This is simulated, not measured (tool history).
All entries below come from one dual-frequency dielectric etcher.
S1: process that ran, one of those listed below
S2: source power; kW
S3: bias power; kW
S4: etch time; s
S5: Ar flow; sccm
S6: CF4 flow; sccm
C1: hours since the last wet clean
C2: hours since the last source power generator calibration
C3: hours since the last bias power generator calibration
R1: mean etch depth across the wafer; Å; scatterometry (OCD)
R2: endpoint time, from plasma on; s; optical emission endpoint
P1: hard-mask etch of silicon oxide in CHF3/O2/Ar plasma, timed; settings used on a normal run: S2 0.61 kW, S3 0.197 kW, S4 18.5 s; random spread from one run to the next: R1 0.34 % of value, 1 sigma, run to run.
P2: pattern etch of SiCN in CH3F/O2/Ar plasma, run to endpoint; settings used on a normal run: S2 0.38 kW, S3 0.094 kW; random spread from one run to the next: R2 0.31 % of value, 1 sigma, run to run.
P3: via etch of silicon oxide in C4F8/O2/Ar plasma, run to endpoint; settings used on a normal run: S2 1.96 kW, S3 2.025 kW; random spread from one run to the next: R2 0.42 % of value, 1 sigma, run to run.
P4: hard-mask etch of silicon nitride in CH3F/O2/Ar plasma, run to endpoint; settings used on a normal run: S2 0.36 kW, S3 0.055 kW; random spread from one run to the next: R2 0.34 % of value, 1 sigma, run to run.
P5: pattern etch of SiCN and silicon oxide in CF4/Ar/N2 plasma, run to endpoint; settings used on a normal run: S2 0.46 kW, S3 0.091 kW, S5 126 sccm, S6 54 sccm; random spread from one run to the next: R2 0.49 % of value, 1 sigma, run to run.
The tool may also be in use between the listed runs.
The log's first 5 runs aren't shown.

run,hour,S1,S2,S3,S4,S5,S6,C1,C2,C3,R1,R2
6,17.4,P1,0.42,0.197,25.5,,,94.2,571.9,1838.6,460.49,
7,21.1,P1,0.61,0.197,18.5,,,97.9,575.6,1842.3,383.95,
8,23.6,P1,0.61,0.197,18.5,,,100.4,578.1,1844.8,384.26,
9,25.9,P1,0.61,0.144,18.5,,,102.7,580.4,1847.1,346.04,
10,28,P5,0.46,0.117,,126,54,104.8,582.5,1849.2,,13.801
11,32.2,P1,0.61,0.197,18.5,,,109,586.7,1853.4,382.71,
# hour 33.7: bias power generator calibrated
12,34.4,P2,0.38,0.094,,,,111.2,588.9,0.8,,31.132
13,37.7,P3,1.96,1.653,,,,114.5,592.2,4.1,,342.64
14,40.2,P1,0.61,0.197,22.5,,,117,594.7,6.6,467.34,
15,44,P1,0.61,0.197,14.5,,,120.8,598.5,10.4,300.84,
16,47.9,P2,0.52,0.094,,,,124.7,602.4,14.3,,27.612
17,51.7,P4,0.27,0.055,,,,128.5,606.2,18.1,,89.641
18,55.1,P1,0.42,0.197,18.5,,,131.9,609.6,21.5,332.01,
19,58.1,P5,0.55,0.091,,126,54,134.9,612.6,24.5,,13.013
20,60.6,P5,0.46,0.091,,162,54,137.4,615.1,27,,15.725
21,65.1,P1,0.72,0.197,18.5,,,141.9,619.6,31.5,410.64,

Forecast run 22:
22,67.2,P2,0.38,0.094,,,,144,621.7,33.6,,?

{"run 22": {"R2": 31.337}}
